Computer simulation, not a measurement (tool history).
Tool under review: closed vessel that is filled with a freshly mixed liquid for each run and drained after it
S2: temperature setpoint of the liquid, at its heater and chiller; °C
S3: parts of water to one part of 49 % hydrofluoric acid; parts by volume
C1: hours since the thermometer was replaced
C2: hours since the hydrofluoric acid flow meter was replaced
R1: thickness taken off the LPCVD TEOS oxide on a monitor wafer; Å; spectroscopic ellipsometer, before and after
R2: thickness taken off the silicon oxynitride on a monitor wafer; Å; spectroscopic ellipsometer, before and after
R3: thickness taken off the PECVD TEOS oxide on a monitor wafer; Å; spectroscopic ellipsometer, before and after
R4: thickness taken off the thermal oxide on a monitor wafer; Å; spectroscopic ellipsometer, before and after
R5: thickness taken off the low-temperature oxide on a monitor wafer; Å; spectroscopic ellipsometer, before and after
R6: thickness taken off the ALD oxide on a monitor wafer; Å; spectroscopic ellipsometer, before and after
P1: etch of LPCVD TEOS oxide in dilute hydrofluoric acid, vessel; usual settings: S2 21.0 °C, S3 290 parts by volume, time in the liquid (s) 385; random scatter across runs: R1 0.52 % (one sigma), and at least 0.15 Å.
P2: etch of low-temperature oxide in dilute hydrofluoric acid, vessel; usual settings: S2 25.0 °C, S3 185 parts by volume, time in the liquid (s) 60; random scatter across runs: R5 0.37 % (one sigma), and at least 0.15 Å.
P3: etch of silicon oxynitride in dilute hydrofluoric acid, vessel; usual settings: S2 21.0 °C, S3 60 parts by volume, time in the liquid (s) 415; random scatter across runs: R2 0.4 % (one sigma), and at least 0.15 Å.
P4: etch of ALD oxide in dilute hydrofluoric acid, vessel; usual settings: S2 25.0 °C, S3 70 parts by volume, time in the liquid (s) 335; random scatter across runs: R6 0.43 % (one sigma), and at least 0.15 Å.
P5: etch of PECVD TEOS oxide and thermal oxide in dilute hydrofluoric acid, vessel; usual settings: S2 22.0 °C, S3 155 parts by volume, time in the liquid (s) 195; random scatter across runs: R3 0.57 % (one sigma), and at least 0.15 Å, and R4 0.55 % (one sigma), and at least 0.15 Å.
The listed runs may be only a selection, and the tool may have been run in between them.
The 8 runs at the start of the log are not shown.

run 9 day=3.258 | process_that_ran=P1 S2=21.0 S3=290 time_in_the_liquid_(s)=385 | C1=1231.0 C2=1553.9 | R1=519.21
run 10 day=3.646 | process_that_ran=P3 S2=21.0 S3=20 time_in_the_liquid_(s)=415 | C1=1240.3 C2=1563.2 | R2=266.530
run 11 day=3.946 | process_that_ran=P1 S2=21.0 S3=165 time_in_the_liquid_(s)=230 | C1=1247.5 C2=1570.4 | R1=618.27
run 12 day=4.242 | process_that_ran=P3 S2=21.0 S3=60 time_in_the_liquid_(s)=415 | C1=1254.6 C2=1577.5 | R2=86.306
run 13 day=4.442 | process_that_ran=P1 S2=21.0 S3=290 time_in_the_liquid_(s)=220 | C1=1259.4 C2=1582.3 | R1=298.33
run 14 day=4.775 | process_that_ran=P3 S2=17.0 S3=60 time_in_the_liquid_(s)=415 | C1=1267.4 C2=1590.3 | R2=71.344
run 15 day=5.042 | process_that_ran=P5 S2=22.0 S3=155 time_in_the_liquid_(s)=195 | C1=1273.8 C2=1596.7 | R3=278.17 R4=50.018
run 16 day=5.308 | process_that_ran=P4 S2=25.0 S3=70 time_in_the_liquid_(s)=145 | C1=1280.2 C2=1603.1 | R6=221.75
run 17 day=5.667 | process_that_ran=P5 S2=22.0 S3=155 time_in_the_liquid_(s)=100 | C1=1288.8 C2=1611.7 | R3=141.89 R4=25.440
run 18 day=5.883 | process_that_ran=P1 S2=21.0 S3=290 time_in_the_liquid_(s)=385 | C1=1294.0 C2=1616.9 | R1=526.49
run 19 day=6.254 | process_that_ran=P2 S2=25.0 S3=305 time_in_the_liquid_(s)=60 | C1=1302.9 C2=1625.8 | R5=43.554
run 20 day=6.483 | process_that_ran=P4 S2=18.0 S3=70 time_in_the_liquid_(s)=335 | C1=1308.4 C2=1631.3 | R6=384.07
run 21 day=6.871 | process_that_ran=P1 S2=21.0 S3=290 time_in_the_liquid_(s)=630 | C1=1317.7 C2=1640.6 | R1=859.78
run 22 day=7.292 | process_that_ran=P4 S2=25.0 S3=120 time_in_the_liquid_(s)=335 | C1=1327.8 C2=1650.7 | R6=278.82
run 23 day=7.708 | process_that_ran=P1 S2=17.0 S3=290 time_in_the_liquid_(s)=385 | C1=1337.8 C2=1660.7 | R1=449.41

Expected results for the next run?
run 24 day=7.975 | process_that_ran=P1 S2=27.5 S3=290 time_in_the_liquid_(s)=385 | C1=1344.2 C2=1667.1 | R1=?

{"run 24": {"R1": 648.45}}

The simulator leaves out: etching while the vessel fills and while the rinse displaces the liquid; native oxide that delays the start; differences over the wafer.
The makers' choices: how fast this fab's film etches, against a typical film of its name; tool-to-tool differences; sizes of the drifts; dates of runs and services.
